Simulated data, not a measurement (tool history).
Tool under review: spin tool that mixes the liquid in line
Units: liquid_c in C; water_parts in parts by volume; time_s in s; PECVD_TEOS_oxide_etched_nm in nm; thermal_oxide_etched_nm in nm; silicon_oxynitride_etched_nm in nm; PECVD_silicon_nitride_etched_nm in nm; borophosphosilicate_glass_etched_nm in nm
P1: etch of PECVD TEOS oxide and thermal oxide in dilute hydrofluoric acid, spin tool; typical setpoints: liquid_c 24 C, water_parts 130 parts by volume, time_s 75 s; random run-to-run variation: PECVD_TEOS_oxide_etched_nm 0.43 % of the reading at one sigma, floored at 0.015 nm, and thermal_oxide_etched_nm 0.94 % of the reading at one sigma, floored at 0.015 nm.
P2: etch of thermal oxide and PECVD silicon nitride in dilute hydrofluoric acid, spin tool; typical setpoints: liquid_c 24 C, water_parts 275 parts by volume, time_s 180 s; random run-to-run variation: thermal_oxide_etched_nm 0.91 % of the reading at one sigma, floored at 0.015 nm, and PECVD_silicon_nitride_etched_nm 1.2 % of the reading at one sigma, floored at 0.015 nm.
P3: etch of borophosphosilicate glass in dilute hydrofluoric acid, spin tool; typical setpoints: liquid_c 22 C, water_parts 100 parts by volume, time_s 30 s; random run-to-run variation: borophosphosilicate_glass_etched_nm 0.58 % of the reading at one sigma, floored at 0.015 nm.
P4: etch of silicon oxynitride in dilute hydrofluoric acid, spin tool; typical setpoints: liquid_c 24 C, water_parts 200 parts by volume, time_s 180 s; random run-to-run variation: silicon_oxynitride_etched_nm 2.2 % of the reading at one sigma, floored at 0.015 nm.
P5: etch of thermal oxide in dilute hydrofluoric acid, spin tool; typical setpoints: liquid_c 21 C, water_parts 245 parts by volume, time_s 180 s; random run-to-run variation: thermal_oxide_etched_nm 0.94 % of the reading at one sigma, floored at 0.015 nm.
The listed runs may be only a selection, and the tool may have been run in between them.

| run | hour | process | liquid_c | water_parts | time_s | hours since the thermometer was replaced | hours since the hydrofluoric acid flow meter was replaced | PECVD_TEOS_oxide_etched_nm | thermal_oxide_etched_nm | silicon_oxynitride_etched_nm | PECVD_silicon_nitride_etched_nm | borophosphosilicate_glass_etched_nm |
|---|---|---|---|---|---|---|---|---|---|---|---|---|
| 1 | 9.4 | P1 | 24 | 130 | 75 | 258.7 | 741.5 | 8.7659 | 2.6499 |  |  |  |
| 2 | 15.9 | P1 | 24 | 130 | 75 | 265.2 | 748 | 8.7765 | 2.5903 |  |  |  |
| 3 | 28 | P5 | 17 | 245 | 180 | 277.3 | 760.1 |  | 2.2114 |  |  |  |
| 4 | 40.9 | P4 | 19.5 | 200 | 180 | 290.2 | 773 |  |  | 1.0155 |  |  |
| 5 | 52 | P5 | 21 | 245 | 300 | 301.3 | 784.1 |  | 4.3138 |  |  |  |
| 6 | 64.2 | P2 | 24 | 275 | 350 | 313.5 | 796.3 |  | 4.6662 |  | 3.4958 |  |
| 7 | 73.3 | P2 | 24 | 275 | 180 | 322.6 | 805.4 |  | 2.4324 |  | 1.8242 |  |
| 8 | 81.9 | P4 | 24 | 200 | 180 | 331.2 | 814 |  |  | 1.3017 |  |  |
| 9 | 90.9 | P4 | 24 | 200 | 85 | 340.2 | 823 |  |  | 0.60429 |  |  |
| 10 | 101.9 | P1 | 24 | 130 | 75 | 351.2 | 834 | 8.691 | 2.6018 |  |  |  |
| 11 | 110 | P1 | 24 | 130 | 75 | 359.3 | 842.1 | 8.7463 | 2.6433 |  |  |  |
| 12 | 122.3 | P3 | 22 | 100 | 30 | 371.6 | 854.4 |  |  |  |  | 10.701 |
| 13 | 128.3 | P2 | 24 | 275 | 180 | 377.6 | 860.4 |  | 2.4638 |  | 1.8388 |  |
| 14 | 135.7 | P1 | 24 | 55 | 40 | 385 | 867.8 | 12.083 | 3.635 |  |  |  |
| 15 | 142.7 | P5 | 21 | 245 | 180 | 392 | 874.8 |  | 2.6055 |  |  |  |
| 16 | 150.3 | P1 | 17.5 | 130 | 75 | 399.6 | 882.4 | 6.7197 | 2.053 |  |  |  |
| 17 | 159.6 | P2 | 24 | 165 | 180 | 408.9 | 891.7 |  | 4.5259 |  | 3.0145 |  |
| 18 | 168.5 | P1 | 24 | 215 | 75 | 417.8 | 900.6 | 4.8229 | 1.4531 |  |  |  |
| 19 | 178.7 | P2 | 17 | 275 | 180 | 428 | 910.8 |  | 1.9247 |  | 1.1614 |  |
| 20 | 186 | P1 | 24 | 130 | 115 | 435.3 | 918.1 | 13.476 | 3.9978 |  |  |  |
| 21 | 192.1 | P4 | 24 | 200 | 180 | 441.4 | 924.2 |  |  | 1.2507 |  |  |
| 22 | 199.7 | P4 | 24 | 300 | 180 | 449 | 931.8 |  |  | 0.77974 |  |  |
| 23 | 209.3 | P5 | 21 | 85 | 180 | 458.6 | 941.4 |  | 8.6382 |  |  |  |
| 24 | 220.2 | P1 | 24 | 60 | 75 | 469.5 | 952.3 | 20.587 | 6.0515 |  |  |  |
| 25 | 225.8 | P3 | 22 | 150 | 30 | 475.1 | 957.9 |  |  |  |  | 6.6647 |
| 26 | 233.4 | P3 | 18 | 100 | 30 | 482.7 | 965.5 |  |  |  |  | 8.978 |
| 27 | 245.7 | P3 | 22 | 100 | 15 | 495 | 977.8 |  |  |  |  | 5.2985 |
| 28 | 254.2 | P1 | 32 | 130 | 75 | 503.5 | 986.3 | 11.853 | 3.5458 |  |  |  |
| 29 | 265.1 | P1 | 24 | 130 | 35 | 514.4 | 997.2 | 4.0857 | 1.2331 |  |  |  |
| 30 | 277.1 | P1 | 24 | 130 | 75 | 526.4 | 1009.2 | 8.6987 | 2.6099 |  |  |  |
| 31 | 287.4 | P1 | 24 | 130 | 75 | 536.7 | 1019.5 | 9.0966 | 2.6926 |  |  |  |
| 32 | 293.8 | P1 | 24 | 130 | 75 | 543.1 | 1025.9 | 9.2007 | 2.6975 |  |  |  |
| 33 | 302.9 | P1 | 24 | 130 | 75 | 552.2 | 1035 | 9.2322 | 2.813 |  |  |  |
| 34 | 312.8 | P1 | 24 | 130 | 75 | 562.1 | 1044.9 | 9.3637 | 2.8211 |  |  |  |
| 35 | 319.1 | P1 | 24 | 130 | 75 | 568.4 | 1051.2 | 9.4291 | 2.8037 |  |  |  |
| 36 | 325.2 | P1 | 24 | 130 | 75 | 574.5 | 1057.3 | 9.3853 | 2.7754 |  |  |  |

P1 has crept away from where it was. The log is fitted equally well by each of these 2 causes, at the sizes shown:
A: hydrofluoric acid flow above the setpoint (%) = 6.08
B: liquid hotter than its thermometer reads (K) = 1.77
Creep in the process output first set in at about hour 277.1.

Each of the check runs listed below is run on 5 wafers and reports their average, with the results left as question marks. Pick the one under which the possible causes would lead to clearly different results.
| check 1 | 331.3 | P2 | 24 | 275 | 180 |  |  |  | ? |  | ? |  |
| check 2 | 331.3 | P3 | 22 | 100 | 30 |  |  |  |  |  |  | ? |
| check 3 | 331.3 | P4 | 24 | 200 | 180 |  |  |  |  | ? |  |  |
| check 4 | 331.3 | P5 | 21 | 245 | 180 |  |  |  | ? |  |  |  |

Predicted outcomes, by check and by cause:
| check | result | if A | if B |
|---|---|---|---|
| check 1 | thermal_oxide_etched_nm | 2.621 | 2.5869 |
| check 1 | PECVD_silicon_nitride_etched_nm | 1.9298 | 2.0277 |
| check 2 | borophosphosilicate_glass_etched_nm | 11.342 | 11.4 |
| check 3 | silicon_oxynitride_etched_nm | 1.3312 | 1.3454 |
| check 4 | thermal_oxide_etched_nm | 2.7688 | 2.7483 |
Minimum pairwise separation of causes per check, each pair taken at its best-separating result: check 1 4.95 %; check 2 0.51 %; check 3 1.06 %; check 4 0.74 %
The other checks would show nearly matching results whichever cause is true, so check 1 is the only one that separates the causes.

With check 1 done, the readings were: thermal_oxide_etched_nm 2.5944 nm; PECVD_silicon_nitride_etched_nm 2.0025 nm. Identify which of the listed causes applies.

It was cause B: liquid hotter than its thermometer reads (K).

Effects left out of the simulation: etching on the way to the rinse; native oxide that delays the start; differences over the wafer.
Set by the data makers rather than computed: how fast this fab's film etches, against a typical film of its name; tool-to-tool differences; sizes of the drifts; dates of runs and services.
